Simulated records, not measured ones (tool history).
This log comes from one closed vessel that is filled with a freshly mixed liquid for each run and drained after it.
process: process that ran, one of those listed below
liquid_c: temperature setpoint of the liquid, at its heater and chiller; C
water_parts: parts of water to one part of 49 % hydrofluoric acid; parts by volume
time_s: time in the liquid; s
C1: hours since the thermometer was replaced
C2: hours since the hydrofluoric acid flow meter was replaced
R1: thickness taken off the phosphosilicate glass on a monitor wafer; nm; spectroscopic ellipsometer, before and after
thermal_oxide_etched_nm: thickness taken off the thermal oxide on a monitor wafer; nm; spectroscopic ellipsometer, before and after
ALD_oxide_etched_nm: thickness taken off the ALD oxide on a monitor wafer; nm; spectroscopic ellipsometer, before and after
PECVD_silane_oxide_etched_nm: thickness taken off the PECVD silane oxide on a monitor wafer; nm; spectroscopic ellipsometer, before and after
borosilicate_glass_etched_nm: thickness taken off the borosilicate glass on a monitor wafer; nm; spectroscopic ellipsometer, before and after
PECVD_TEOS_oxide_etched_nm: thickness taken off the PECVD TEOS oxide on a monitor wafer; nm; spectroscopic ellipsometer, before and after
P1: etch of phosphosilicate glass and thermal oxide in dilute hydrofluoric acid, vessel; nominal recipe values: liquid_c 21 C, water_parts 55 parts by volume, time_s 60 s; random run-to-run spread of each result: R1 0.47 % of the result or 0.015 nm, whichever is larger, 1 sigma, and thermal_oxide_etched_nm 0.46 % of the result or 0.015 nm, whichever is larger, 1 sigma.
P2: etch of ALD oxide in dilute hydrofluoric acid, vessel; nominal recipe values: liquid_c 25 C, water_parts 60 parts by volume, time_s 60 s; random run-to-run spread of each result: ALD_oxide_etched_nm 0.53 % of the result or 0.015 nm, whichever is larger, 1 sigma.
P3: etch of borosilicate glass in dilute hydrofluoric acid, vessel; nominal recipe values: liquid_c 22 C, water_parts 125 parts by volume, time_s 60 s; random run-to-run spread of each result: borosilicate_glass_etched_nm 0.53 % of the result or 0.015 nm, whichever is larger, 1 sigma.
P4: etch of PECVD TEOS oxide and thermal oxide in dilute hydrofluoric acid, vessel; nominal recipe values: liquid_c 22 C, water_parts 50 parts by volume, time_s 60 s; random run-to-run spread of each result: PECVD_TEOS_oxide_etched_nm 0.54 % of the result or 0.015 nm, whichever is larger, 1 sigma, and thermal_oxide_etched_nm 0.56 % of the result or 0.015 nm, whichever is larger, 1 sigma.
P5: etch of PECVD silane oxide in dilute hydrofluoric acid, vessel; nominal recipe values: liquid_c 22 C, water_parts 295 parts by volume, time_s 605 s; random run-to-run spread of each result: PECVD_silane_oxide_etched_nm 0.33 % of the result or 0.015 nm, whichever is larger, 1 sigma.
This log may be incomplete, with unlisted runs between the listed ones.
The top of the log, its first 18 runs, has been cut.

{"run": 19, "hour": 253.2, "process": "P1", "liquid_c": 27.5, "water_parts": 55, "time_s": 60, "C1": 1393.3, "C2": 485.2, "R1": 123.17, "thermal_oxide_etched_nm": 6.4132}
{"run": 20, "hour": 264.6, "process": "P4", "liquid_c": 22, "water_parts": 85, "time_s": 60, "C1": 1404.7, "C2": 496.6, "thermal_oxide_etched_nm": 2.9815, "PECVD_TEOS_oxide_etched_nm": 10.896}
{"run": 21, "hour": 281.4, "process": "P1", "liquid_c": 21, "water_parts": 55, "time_s": 35, "C1": 1421.5, "C2": 513.4, "R1": 55.268, "thermal_oxide_etched_nm": 2.8433}
{"run": 22, "hour": 295.4, "process": "P5", "liquid_c": 22, "water_parts": 295, "time_s": 605, "C1": 1435.5, "C2": 527.4, "PECVD_silane_oxide_etched_nm": 59.96}
{"run": 23, "hour": 307.5, "process": "P3", "liquid_c": 22, "water_parts": 35, "time_s": 60, "C1": 1447.6, "C2": 539.5, "borosilicate_glass_etched_nm": 55.716}
{"run": 24, "hour": 319.1, "process": "P1", "liquid_c": 28.5, "water_parts": 95, "time_s": 60, "C1": 1459.2, "C2": 551.1, "R1": 69.71, "thermal_oxide_etched_nm": 3.6049}
{"run": 25, "hour": 330.8, "process": "P1", "liquid_c": 17, "water_parts": 20, "time_s": 60, "C1": 1470.9, "C2": 562.8, "R1": 227.56, "thermal_oxide_etched_nm": 11.8}
{"run": 26, "hour": 347.5, "process": "P1", "liquid_c": 21, "water_parts": 55, "time_s": 60, "C1": 1487.6, "C2": 579.5, "R1": 94.83, "thermal_oxide_etched_nm": 4.9087}
{"run": 27, "hour": 361.1, "process": "P5", "liquid_c": 22, "water_parts": 295, "time_s": 890, "C1": 1501.2, "C2": 593.1, "PECVD_silane_oxide_etched_nm": 87.857}
{"run": 28, "hour": 373.6, "process": "P3", "liquid_c": 22, "water_parts": 125, "time_s": 60, "C1": 1513.7, "C2": 605.6, "borosilicate_glass_etched_nm": 13.955}
{"run": 29, "hour": 385.3, "process": "P1", "liquid_c": 21, "water_parts": 55, "time_s": 60, "C1": 1525.4, "C2": 617.3, "R1": 94.409, "thermal_oxide_etched_nm": 4.8869}
{"run": 30, "hour": 393.8, "process": "P3", "liquid_c": 22, "water_parts": 125, "time_s": 110, "C1": 1533.9, "C2": 625.8, "borosilicate_glass_etched_nm": 25.723}
{"run": 31, "hour": 405.0, "process": "P2", "liquid_c": 18, "water_parts": 60, "time_s": 60, "C1": 1545.1, "C2": 637, "ALD_oxide_etched_nm": 20.079}
{"run": 32, "hour": 416.7, "process": "P1", "liquid_c": 21, "water_parts": 55, "time_s": 100, "C1": 1556.8, "C2": 648.7, "R1": 157.85, "thermal_oxide_etched_nm": 8.1524}
{"run": 33, "hour": 430.0, "process": "P4", "liquid_c": 22, "water_parts": 50, "time_s": 105, "C1": 1570.1, "C2": 662, "thermal_oxide_etched_nm": 9.2577, "PECVD_TEOS_oxide_etched_nm": 34.275}

Run 34, settings as shown, results not yet in. Your forecast:
{"run": 34, "hour": 444.7, "process": "P5", "liquid_c": 22, "water_parts": 485, "time_s": 605, "C1": 1584.8, "C2": 676.7, "PECVD_silane_oxide_etched_nm": "?"}

PECVD_silane_oxide_etched_nm: 30.752 nm

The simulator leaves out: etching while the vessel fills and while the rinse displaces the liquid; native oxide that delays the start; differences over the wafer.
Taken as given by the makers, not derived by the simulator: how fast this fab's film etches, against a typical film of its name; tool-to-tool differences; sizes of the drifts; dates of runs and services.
